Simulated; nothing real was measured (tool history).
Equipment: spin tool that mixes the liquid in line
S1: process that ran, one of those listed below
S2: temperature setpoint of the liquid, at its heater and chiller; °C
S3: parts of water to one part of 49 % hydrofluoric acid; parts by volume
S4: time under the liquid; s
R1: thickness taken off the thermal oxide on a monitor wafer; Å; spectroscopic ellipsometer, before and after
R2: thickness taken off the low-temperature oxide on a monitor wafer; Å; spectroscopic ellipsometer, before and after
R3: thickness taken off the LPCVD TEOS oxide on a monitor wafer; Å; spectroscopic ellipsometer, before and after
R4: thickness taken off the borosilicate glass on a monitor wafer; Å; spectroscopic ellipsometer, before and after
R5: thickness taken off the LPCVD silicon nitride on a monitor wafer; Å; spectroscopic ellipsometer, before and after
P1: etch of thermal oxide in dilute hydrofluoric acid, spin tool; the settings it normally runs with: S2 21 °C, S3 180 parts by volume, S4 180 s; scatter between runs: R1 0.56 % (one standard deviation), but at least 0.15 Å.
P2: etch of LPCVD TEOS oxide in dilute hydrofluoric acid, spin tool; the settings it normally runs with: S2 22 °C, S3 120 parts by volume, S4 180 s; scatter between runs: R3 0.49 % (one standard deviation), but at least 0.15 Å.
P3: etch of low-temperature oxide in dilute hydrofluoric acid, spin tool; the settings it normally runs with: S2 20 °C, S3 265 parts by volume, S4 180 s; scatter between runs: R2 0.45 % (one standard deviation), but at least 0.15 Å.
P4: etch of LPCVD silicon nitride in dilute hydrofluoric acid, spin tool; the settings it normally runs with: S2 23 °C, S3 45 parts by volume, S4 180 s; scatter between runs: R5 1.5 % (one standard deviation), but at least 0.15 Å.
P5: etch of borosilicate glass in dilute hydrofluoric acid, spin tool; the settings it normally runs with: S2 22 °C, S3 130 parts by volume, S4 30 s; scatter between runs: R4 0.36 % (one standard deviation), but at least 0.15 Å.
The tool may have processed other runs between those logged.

run 1 hour=4.1 | S1=P1 S2=21 S3=180 S4=180 | R1=37.908
run 2 hour=9.5 | S1=P3 S2=20 S3=265 S4=180 | R2=65.817
run 3 hour=16.4 | S1=P2 S2=28.5 S3=120 S4=180 | R3=290.97
run 4 hour=20.8 | S1=P1 S2=25.5 S3=90 S4=180 | R1=101.47
run 5 hour=26.4 | S1=P1 S2=21 S3=180 S4=95 | R1=20.024
run 6 hour=31.7 | S1=P3 S2=20 S3=160 S4=180 | R2=119.83
run 7 hour=36.7 | S1=P3 S2=20 S3=265 S4=50 | R2=17.922
run 8 hour=45 | S1=P2 S2=22 S3=120 S4=180 | R3=226.09
run 9 hour=49.2 | S1=P5 S2=17.5 S3=130 S4=30 | R4=77.914
run 10 hour=53.9 | S1=P1 S2=21 S3=180 S4=180 | R1=38.378
run 11 hour=58.6 | S1=P4 S2=23 S3=45 S4=180 | R5=16.723
run 12 hour=63.3 | S1=P1 S2=24.5 S3=180 S4=60 | R1=14.304
run 13 hour=68.3 | S1=P1 S2=21 S3=180 S4=180 | R1=38.145
run 14 hour=75.4 | S1=P3 S2=20 S3=265 S4=180 | R2=65.697
run 15 hour=82.7 | S1=P1 S2=21 S3=180 S4=355 | R1=75.53
run 16 hour=91.2 | S1=P5 S2=22 S3=50 S4=30 | R4=265.87
-- hour=92.7 thermometer replaced
run 17 hour=98.6 | S1=P2 S2=22 S3=55 S4=180 | R3=534.17
run 18 hour=103.1 | S1=P1 S2=21 S3=280 S4=180 | R1=22.358
run 19 hour=110.3 | S1=P1 S2=21 S3=180 S4=180 | R1=38.113
run 20 hour=118.4 | S1=P1 S2=21 S3=30 S4=180 | R1=267.33
run 21 hour=126 | S1=P5 S2=22 S3=130 S4=30 | R4=92.705
run 22 hour=131.5 | S1=P3 S2=25 S3=265 S4=180 | R2=77.968
run 23 hour=136.8 | S1=P2 S2=22 S3=120 S4=180 | R3=225.04
run 24 hour=141.8 | S1=P4 S2=23 S3=45 S4=180 | R5=17.413
run 25 hour=148.3 | S1=P5 S2=22 S3=130 S4=15 | R4=46.442
run 26 hour=155.5 | S1=P1 S2=17 S3=180 S4=180 | R1=32.422
run 27 hour=161.8 | S1=P1 S2=17 S3=115 S4=180 | R1=54.018
run 28 hour=167.9 | S1=P2 S2=22 S3=120 S4=325 | R3=405.11
run 29 hour=175 | S1=P1 S2=25 S3=180 S4=180 | R1=44.283
run 30 hour=183.1 | S1=P4 S2=23 S3=45 S4=315 | R5=31.207
-- hour=187.1 hydrofluoric acid flow meter replaced
run 31 hour=190.2 | S1=P4 S2=27 S3=45 S4=180 | R5=22.01
run 32 hour=196.6 | S1=P5 S2=22 S3=130 S4=30 | R4=92.476
run 33 hour=200.8 | S1=P4 S2=23 S3=25 S4=180 | R5=30.461
run 34 hour=205.6 | S1=P1 S2=21 S3=180 S4=180 | R1=37.964
run 35 hour=212.3 | S1=P1 S2=21 S3=180 S4=180 | R1=38.071
run 36 hour=219.9 | S1=P1 S2=21 S3=180 S4=180 | R1=38.868
run 37 hour=225.3 | S1=P1 S2=21 S3=180 S4=180 | R1=38.839
run 38 hour=231.5 | S1=P1 S2=21 S3=180 S4=180 | R1=39.311
run 39 hour=238.7 | S1=P1 S2=21 S3=180 S4=180 | R1=39.964
run 40 hour=246 | S1=P1 S2=21 S3=180 S4=180 | R1=39.793
run 41 hour=255 | S1=P1 S2=21 S3=180 S4=180 | R1=40.181
run 42 hour=260 | S1=P1 S2=21 S3=180 S4=180 | R1=40.388
run 43 hour=265.8 | S1=P1 S2=21 S3=180 S4=180 | R1=40.304
run 44 hour=271.7 | S1=P1 S2=21 S3=180 S4=180 | R1=40.371
run 45 hour=280.4 | S1=P1 S2=21 S3=180 S4=180 | R1=39.976

What P1 gives has crept away from where it was. These 2 causes fit the log equally well, each at the size given:
A: liquid hotter than its thermometer reads (K) = 1.54
B: hydrofluoric acid flow above the setpoint (%) = 5.11
The gradual shift began around hour 212.3.

4 check runs are offered, each on 5 wafers whose results are averaged, their results left as question marks. Which one tells the causes apart?
run check 1 hour=289.1 | S1=P4 S2=23 S3=45 S4=180 | R5=?
run check 2 hour=289.1 | S1=P3 S2=20 S3=265 S4=180 | R2=?
run check 3 hour=289.1 | S1=P2 S2=22 S3=120 S4=180 | R3=?
run check 4 hour=289.1 | S1=P5 S2=22 S3=130 S4=30 | R4=?

What every check run would give for each of its results, assuming each possible cause in turn:
check=check_1 result=R5 if_A=19.121 if_B=18.086
check=check_2 result=R2 if_A=69.19 if_B=69.535
check=check_3 result=R3 if_A=239.96 if_B=238.91
check=check_4 result=R4 if_A=98.583 if_B=98.241
Per check, the gap between the least separated pair of causes, taken in the result that splits them most: check 1 5.57 %; check 2 0.5 %; check 3 0.44 %; check 4 0.35 %
Only check 1 tells the causes apart: in the others they would give nearly the same result.

Check 1 was then run and gave: R5 17.92 Å. Which cause is it?

B is the cause: hydrofluoric acid flow above the setpoint (%).

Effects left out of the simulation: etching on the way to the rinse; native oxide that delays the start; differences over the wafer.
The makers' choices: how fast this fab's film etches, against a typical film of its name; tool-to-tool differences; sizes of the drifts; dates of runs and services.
